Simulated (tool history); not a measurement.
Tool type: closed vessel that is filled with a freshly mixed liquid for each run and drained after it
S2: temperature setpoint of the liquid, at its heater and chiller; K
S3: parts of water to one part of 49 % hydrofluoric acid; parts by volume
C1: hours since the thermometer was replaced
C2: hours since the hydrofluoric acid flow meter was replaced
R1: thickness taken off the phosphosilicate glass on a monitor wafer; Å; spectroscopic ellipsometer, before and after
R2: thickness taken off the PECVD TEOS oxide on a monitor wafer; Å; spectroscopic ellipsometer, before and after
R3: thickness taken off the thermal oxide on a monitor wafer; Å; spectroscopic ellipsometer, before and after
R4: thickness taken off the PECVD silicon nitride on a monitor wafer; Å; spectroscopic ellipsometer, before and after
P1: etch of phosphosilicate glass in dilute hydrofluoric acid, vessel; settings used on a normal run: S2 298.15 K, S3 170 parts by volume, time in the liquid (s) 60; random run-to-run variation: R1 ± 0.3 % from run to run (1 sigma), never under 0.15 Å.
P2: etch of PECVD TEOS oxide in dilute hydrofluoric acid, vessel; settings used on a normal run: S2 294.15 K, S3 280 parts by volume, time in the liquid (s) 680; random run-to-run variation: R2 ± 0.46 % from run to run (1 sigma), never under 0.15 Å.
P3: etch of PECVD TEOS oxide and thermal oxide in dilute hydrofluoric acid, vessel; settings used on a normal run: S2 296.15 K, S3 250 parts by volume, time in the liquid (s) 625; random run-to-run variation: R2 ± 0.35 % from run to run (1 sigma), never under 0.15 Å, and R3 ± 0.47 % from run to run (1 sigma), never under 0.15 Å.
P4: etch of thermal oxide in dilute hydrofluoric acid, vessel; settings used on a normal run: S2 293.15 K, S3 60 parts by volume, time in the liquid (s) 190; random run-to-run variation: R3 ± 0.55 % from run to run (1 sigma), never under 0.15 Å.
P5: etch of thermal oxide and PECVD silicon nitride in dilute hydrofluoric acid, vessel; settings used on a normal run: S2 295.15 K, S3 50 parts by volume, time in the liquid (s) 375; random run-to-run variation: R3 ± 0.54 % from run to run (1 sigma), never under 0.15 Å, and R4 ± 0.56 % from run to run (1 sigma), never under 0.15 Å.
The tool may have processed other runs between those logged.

{"run": 1, "hour": 8.6, "process that ran": "P1", "S2": 298.15, "S3": 170, "time in the liquid (s)": 60, "C1": 994.0, "C2": 1882.2, "R1": 508.77}
{"run": 2, "hour": 20.9, "process that ran": "P1", "S2": 298.15, "S3": 170, "time in the liquid (s)": 60, "C1": 1006.3, "C2": 1894.5, "R1": 510.61}
{"run": 3, "hour": 32.5, "process that ran": "P1", "S2": 298.15, "S3": 60, "time in the liquid (s)": 30, "C1": 1017.9, "C2": 1906.1, "R1": 830.04}
{"run": 4, "hour": 41.2, "process that ran": "P1", "S2": 298.15, "S3": 170, "time in the liquid (s)": 30, "C1": 1026.6, "C2": 1914.8, "R1": 254.36}
{"run": 5, "hour": 56.2, "process that ran": "P2", "S2": 294.15, "S3": 280, "time in the liquid (s)": 680, "C1": 1041.6, "C2": 1929.8, "R2": 255.55}
{"run": 6, "hour": 68.9, "process that ran": "P1", "S2": 298.15, "S3": 170, "time in the liquid (s)": 60, "C1": 1054.3, "C2": 1942.5, "R1": 512.34}
{"run": 7, "hour": 76.4, "process that ran": "P3", "S2": 296.15, "S3": 250, "time in the liquid (s)": 625, "C1": 1061.8, "C2": 1950.0, "R2": 280.24, "R3": 92.631}
{"run": 8, "hour": 87.2, "process that ran": "P4", "S2": 293.15, "S3": 85, "time in the liquid (s)": 190, "C1": 1072.6, "C2": 1960.8, "R3": 89.28}
{"run": 9, "hour": 99.9, "process that ran": "P3", "S2": 290.15, "S3": 250, "time in the liquid (s)": 625, "C1": 1085.3, "C2": 1973.5, "R2": 221.87, "R3": 74.417}
{"run": 10, "hour": 107.4, "process that ran": "P3", "S2": 296.15, "S3": 250, "time in the liquid (s)": 625, "C1": 1092.8, "C2": 1981.0, "R2": 278.13, "R3": 92.495}
{"run": 11, "hour": 122.9, "process that ran": "P1", "S2": 292.65, "S3": 170, "time in the liquid (s)": 60, "C1": 1108.3, "C2": 1996.5, "R1": 413.69}
{"run": 12, "hour": 132.6, "process that ran": "P5", "S2": 295.15, "S3": 50, "time in the liquid (s)": 375, "C1": 1118.0, "C2": 2006.2, "R3": 332.64, "R4": 142.13}
{"run": 13, "hour": 144.3, "process that ran": "P2", "S2": 294.15, "S3": 280, "time in the liquid (s)": 680, "C1": 1129.7, "C2": 2017.9, "R2": 256.54}
{"run": 14, "hour": 157.8, "process that ran": "P4", "S2": 293.15, "S3": 60, "time in the liquid (s)": 365, "C1": 1143.2, "C2": 2031.4, "R3": 251.39}
{"run": 15, "hour": 169.2, "process that ran": "P1", "S2": 298.15, "S3": 290, "time in the liquid (s)": 60, "C1": 1154.6, "C2": 2042.8, "R1": 263.22}
{"run": 16, "hour": 181.0, "process that ran": "P4", "S2": 300.65, "S3": 60, "time in the liquid (s)": 190, "C1": 1166.4, "C2": 2054.6, "R3": 176.6}
{"run": 17, "hour": 188.6, "process that ran": "P3", "S2": 296.15, "S3": 250, "time in the liquid (s)": 65, "C1": 1174.0, "C2": 2062.2, "R2": 28.849, "R3": 9.7004}
{"run": 18, "hour": 198.3, "process that ran": "P2", "S2": 294.15, "S3": 280, "time in the liquid (s)": 1250, "C1": 1183.7, "C2": 2071.9, "R2": 477.67}
{"run": 19, "hour": 210.2, "process that ran": "P1", "S2": 298.15, "S3": 170, "time in the liquid (s)": 60, "C1": 1195.6, "C2": 2083.8, "R1": 511.41}
{"run": 20, "hour": 222.4, "process that ran": "P4", "S2": 293.15, "S3": 60, "time in the liquid (s)": 190, "C1": 1207.8, "C2": 2096.0, "R3": 130.02}
{"run": 21, "hour": 234.5, "process that ran": "P1", "S2": 303.15, "S3": 170, "time in the liquid (s)": 60, "C1": 1219.9, "C2": 2108.1, "R1": 610.21}
{"run": 22, "hour": 243.3, "process that ran": "P5", "S2": 295.15, "S3": 20, "time in the liquid (s)": 375, "C1": 1228.7, "C2": 2116.9, "R3": 872.7, "R4": 339.58}
{"run": 23, "hour": 256.7, "process that ran": "P1", "S2": 298.15, "S3": 170, "time in the liquid (s)": 100, "C1": 1242.1, "C2": 2130.3, "R1": 848.32}
{"run": 24, "hour": 268.6, "process that ran": "P4", "S2": 293.15, "S3": 60, "time in the liquid (s)": 190, "C1": 1254.0, "C2": 2142.2, "R3": 130.22}
{"run": 25, "hour": 279.4, "process that ran": "P2", "S2": 294.15, "S3": 85, "time in the liquid (s)": 680, "C1": 1264.8, "C2": 2153.0, "R2": 1042.4}
{"run": 26, "hour": 290.0, "process that ran": "P3", "S2": 296.15, "S3": 390, "time in the liquid (s)": 625, "C1": 1275.4, "C2": 2163.6, "R2": 157.01, "R3": 52.289}
{"run": 27, "hour": 301.2, "process that ran": "P5", "S2": 295.15, "S3": 50, "time in the liquid (s)": 375, "C1": 1286.6, "C2": 2174.8, "R3": 338.48, "R4": 141.31}
{"run": 28, "hour": 311.5, "process that ran": "P5", "S2": 295.15, "S3": 50, "time in the liquid (s)": 155, "C1": 1296.9, "C2": 2185.1, "R3": 138.73, "R4": 58.14}
{"run": 29, "hour": 327.7, "process that ran": "P5", "S2": 302.65, "S3": 50, "time in the liquid (s)": 375, "C1": 1313.1, "C2": 2201.3, "R3": 450.76, "R4": 232.93}
{"run": 30, "hour": 335.3, "process that ran": "P1", "S2": 298.15, "S3": 170, "time in the liquid (s)": 60, "C1": 1320.7, "C2": 2208.9, "R1": 511.81}
{"run": 31, "hour": 347.0, "process that ran": "P1", "S2": 298.15, "S3": 85, "time in the liquid (s)": 60, "C1": 1332.4, "C2": 2220.6, "R1": 1133.9}
{"run": 32, "hour": 358.6, "process that ran": "P1", "S2": 298.15, "S3": 115, "time in the liquid (s)": 110, "C1": 1344.0, "C2": 2232.2, "R1": 1481.1}
{"run": 33, "hour": 367.9, "process that ran": "P1", "S2": 298.15, "S3": 170, "time in the liquid (s)": 60, "C1": 1353.3, "C2": 2241.5, "R1": 511.77}
{"run": 34, "hour": 376.8, "process that ran": "P2", "S2": 301.65, "S3": 280, "time in the liquid (s)": 680, "C1": 1362.2, "C2": 2250.4, "R2": 337.88}
{"run": 35, "hour": 387.8, "process that ran": "P1", "S2": 298.15, "S3": 170, "time in the liquid (s)": 60, "C1": 1373.2, "C2": 2261.4, "R1": 513.45}
{"run": 36, "hour": 399.6, "process that ran": "P1", "S2": 298.15, "S3": 170, "time in the liquid (s)": 60, "C1": 1385.0, "C2": 2273.2, "R1": 528.0}
{"run": 37, "hour": 415.6, "process that ran": "P1", "S2": 298.15, "S3": 170, "time in the liquid (s)": 60, "C1": 1401.0, "C2": 2289.2, "R1": 540.36}
{"run": 38, "hour": 428.3, "process that ran": "P1", "S2": 298.15, "S3": 170, "time in the liquid (s)": 60, "C1": 1413.7, "C2": 2301.9, "R1": 546.69}
{"run": 39, "hour": 443.4, "process that ran": "P1", "S2": 298.15, "S3": 170, "time in the liquid (s)": 60, "C1": 1428.8, "C2": 2317.0, "R1": 549.09}
{"run": 40, "hour": 458.4, "process that ran": "P1", "S2": 298.15, "S3": 170, "time in the liquid (s)": 60, "C1": 1443.8, "C2": 2332.0, "R1": 553.17}
{"run": 41, "hour": 468.5, "process that ran": "P1", "S2": 298.15, "S3": 170, "time in the liquid (s)": 60, "C1": 1453.9, "C2": 2342.1, "R1": 551.74}
{"run": 42, "hour": 476.6, "process that ran": "P1", "S2": 298.15, "S3": 170, "time in the liquid (s)": 60, "C1": 1462.0, "C2": 2350.2, "R1": 551.24}

The log shows P1 creeping away from where it was. Any of the 2 causes listed here, at the size stated for it, fits the log just as well as the others:
A: liquid hotter than its thermometer reads (K) = 2.01
B: hydrofluoric acid flow above the setpoint (%) = 6.43
The onset of the drift is placed at about hour 387.8.

Question marks stand in for the results of the 4 check runs listed below, each run on one wafer. Under which run would the listed causes show clearly different results?
{"run": "check 1", "hour": 484.7, "process that ran": "P3", "S2": 291.15, "S3": 250, "time in the liquid (s)": 625, "R2": "?", "R3": "?"}
{"run": "check 2", "hour": 484.7, "process that ran": "P4", "S2": 299.65, "S3": 60, "time in the liquid (s)": 295, "R3": "?"}
{"run": "check 3", "hour": 484.7, "process that ran": "P5", "S2": 299.65, "S3": 50, "time in the liquid (s)": 375, "R3": "?", "R4": "?"}
{"run": "check 4", "hour": 484.7, "process that ran": "P2", "S2": 299.65, "S3": 105, "time in the liquid (s)": 680, "R2": "?"}

Check results expected under each cause:
check=check_1 result=R2 if_A=250.020 if_B=249.910
check=check_1 result=R3 if_A=83.1680 if_B=83.1320
check=check_2 result=R3 if_A=285.8400 if_B=282.2900
check=check_3 result=R3 if_A=437.2200 if_B=431.1900
check=check_3 result=R4 if_A=218.15 if_B=203.23
check=check_4 result=R2 if_A=1103.000 if_B=1096.100
How far apart the two closest causes lie, in the result that separates them most: check 1 0.04 %; check 2 1.25 %; check 3 7.09 %; check 4 0.63 %
Check 3 distinguishes between the causes, while the remaining checks would return nearly the same result for all of them.

Then check 3 was run and gave: R3 439.9100 Å; R4 219.33 Å. Which cause is it?

It is A: liquid hotter than its thermometer reads (K).

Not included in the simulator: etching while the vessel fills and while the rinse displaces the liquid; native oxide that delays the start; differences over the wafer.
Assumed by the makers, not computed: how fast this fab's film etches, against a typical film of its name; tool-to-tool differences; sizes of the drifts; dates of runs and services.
